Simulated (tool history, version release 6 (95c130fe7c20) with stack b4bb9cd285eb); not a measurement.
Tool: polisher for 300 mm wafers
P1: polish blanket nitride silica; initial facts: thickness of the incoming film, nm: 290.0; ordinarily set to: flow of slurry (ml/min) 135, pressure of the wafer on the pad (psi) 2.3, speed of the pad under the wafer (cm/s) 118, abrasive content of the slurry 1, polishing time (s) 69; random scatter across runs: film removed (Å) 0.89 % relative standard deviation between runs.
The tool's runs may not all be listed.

run   hour  flow of slurry (ml/min)  pressure of the wafer on the pad (psi)  speed of the pad under the wafer (cm/s)  abrasive content of the slurry  polishing time (s)  wafers polished on this pad  hours since the slurry nozzle was cleaned  hours since the head pressure was calibrated  hours since the slurry blender was calibrated  hours since the conditioning disc was replaced  film removed (Å)
  1    6.8                      135                                     2.3                                      118                               1                  69                          557                                      331.6                                          46.2                                            305                                           155.7            314.42
  2   15.9                      135                                     2.3                                      118                               1                  69                          657                                      340.7                                          55.3                                          314.1                                           164.8            314.41
  3   23.1                      135                                     2.3                                      118                             0.5                  69                          736                                      347.9                                          62.5                                          321.3                                             172            219.35
  4   34.7                      135                                     2.3                                       56                               1                  69                          863                                      359.5                                          74.1                                          332.9                                           183.6            175.86
  5   44.7                      135                                     2.3                                      118                               1                  69                          972                                      369.5                                          84.1                                          342.9                                           193.6             311.5
  6   54.8                      135                                     3.1                                      118                               1                  69                         1083                                      379.6                                          94.2                                            353                                           203.7            422.95
  7   65.6                      135                                     2.3                                      118                             1.5                  69                         1201                                      390.4                                           105                                          363.8                                           214.5            376.16
  8   74.6                      135                                     2.3                                      118                               1                  69                         1299                                      399.4                                           114                                          372.8                                           223.5            311.99
  9     81                      200                                     2.3                                      118                               1                  69                         1370                                      405.8                                         120.4                                          379.2                                           229.9            339.92
 10   90.3                      135                                     2.3                                      118                               1                  93                         1471                                      415.1                                         129.7                                          388.5                                           239.2            422.39
 11  101.3                      135                                     2.3                                      184                               1                  69                         1592                                      426.1                                         140.7                                          399.5                                           250.2            445.71
 12  110.2                      135                                     2.3                                      118                               1                  34                         1689                                        435                                         149.6                                          408.4                                           259.1            155.24
 13  117.1                      195                                     1.5                                      118                               1                  69                         1765                                      441.9                                         156.5                                          415.3                                             266            217.61
 14  122.6                       85                                     2.3                                      118                               1                  69                         1825                                      447.4                                           162                                          420.8                                           271.5             281.2
 15  134.4                      135                                     2.3                                      118                               1                  69                         1954                                      459.2                                         173.8                                          432.6                                           283.3            317.36
       143  -- head pressure recalibrated
 16  147.1                      135                                     2.3                                      118                               1                  69                         2093                                      471.9                                           4.1                                          445.3                                             296            313.08
 17  159.5                      135                                       1                                      118                               1                  69                         2229                                      484.3                                          16.5                                          457.7                                           308.4            136.06
 18  166.7                      135                                     2.3                                      118                               1                  69                         2307                                      491.5                                          23.7                                          464.9                                           315.6            312.69
 19  178.3                      135                                     2.3                                      118                               1                  69                         2434                                      503.1                                          35.3                                          476.5                                           327.2            301.96
 20  185.1                      135                                     2.3                                      118                               1                  69                         2509                                      509.9                                          42.1                                          483.3                                             334             294.9
 21  191.3                      135                                     2.3                                      118                               1                  69                         2577                                      516.1                                          48.3                                          489.5                                           340.2            295.18
     199.6  -- slurry blender recalibrated
 22  203.8                      135                                     2.3                                      118                               1                  69                         2714                                      528.6                                          60.8                                            4.3                                           352.7            292.65
       206  -- conditioning disc replaced and pad reconditioned
     210.1  -- worn pad replaced by a new one
 23  211.2                      135                                     2.3                                      118                               1                  69                           12                                        536                                          68.2                                           11.7                                             5.2               287
 24  220.5                      135                                     2.3                                      118                               1                  69                          114                                      545.3                                          77.5                                             21                                            14.5            291.38
 25  231.7                      135                                     2.3                                      118                               1                  69                          236                                      556.5                                          88.7                                           32.2                                            25.7            290.32

P1 no longer gives what it gave before; its output has crept away from where it was. The following 2 causes, each at its listed size, fit the log equally well:
A: head's pressure below its setpoint, % = 8.27
B: slurry flow missing at the pad, % = 31.5
The drift started at roughly hour 166.7.
Each remaining cause and why it is not a fit:
removal rate lost through wear of the pad, %: was serviced at hour 210.1, once the creep was under way, yet the earlier output never came back
abrasive missing from the slurry, %: was serviced at hour 199.6, once the creep was under way, yet the earlier output never came back
time polished since the conditioner stopped cutting, s: was serviced at hour 206, once the creep was under way, yet the earlier output never came back

Below are 4 check runs, each averaged over 3 wafers, with their results shown as question marks. Which of them would give clearly different results depending on which cause is behind the drift?
check 1  242.9                      135                                     2.3                                      118                            1.45                  87                                                                                                                                                                                                                                      ?
check 2  242.9                      135                                     1.2                                       58                               1                  69                                                                                                                                                                                                                                      ?
check 3  242.9                      135                                     2.3                                      118                            0.55                  51                                                                                                                                                                                                                                      ?
check 4  242.9                       85                                     2.3                                      164                               1                  69                                                                                                                                                                                                                                      ?

What every check run would give for each of its results, assuming each possible cause in turn:
  check            result    if A    if B
check 1  film removed (Å)  424.47   424.5
check 2  film removed (Å)  85.473  85.478
check 3  film removed (Å)  155.79   155.8
check 4  film removed (Å)  337.17  323.21
Smallest distance between any two causes, each pair judged by its most separating result, in per cent: check 1 0.01 %; check 2 0.01 %; check 3 0.01 %; check 4 4.23 %
Check 4 distinguishes between the causes, while the remaining checks would return nearly the same result for all of them.

After running check 4, the following was obtained: film removed (Å) 336.49. Which cause does this point to?

The correct cause is A, namely: head's pressure below its setpoint, %.

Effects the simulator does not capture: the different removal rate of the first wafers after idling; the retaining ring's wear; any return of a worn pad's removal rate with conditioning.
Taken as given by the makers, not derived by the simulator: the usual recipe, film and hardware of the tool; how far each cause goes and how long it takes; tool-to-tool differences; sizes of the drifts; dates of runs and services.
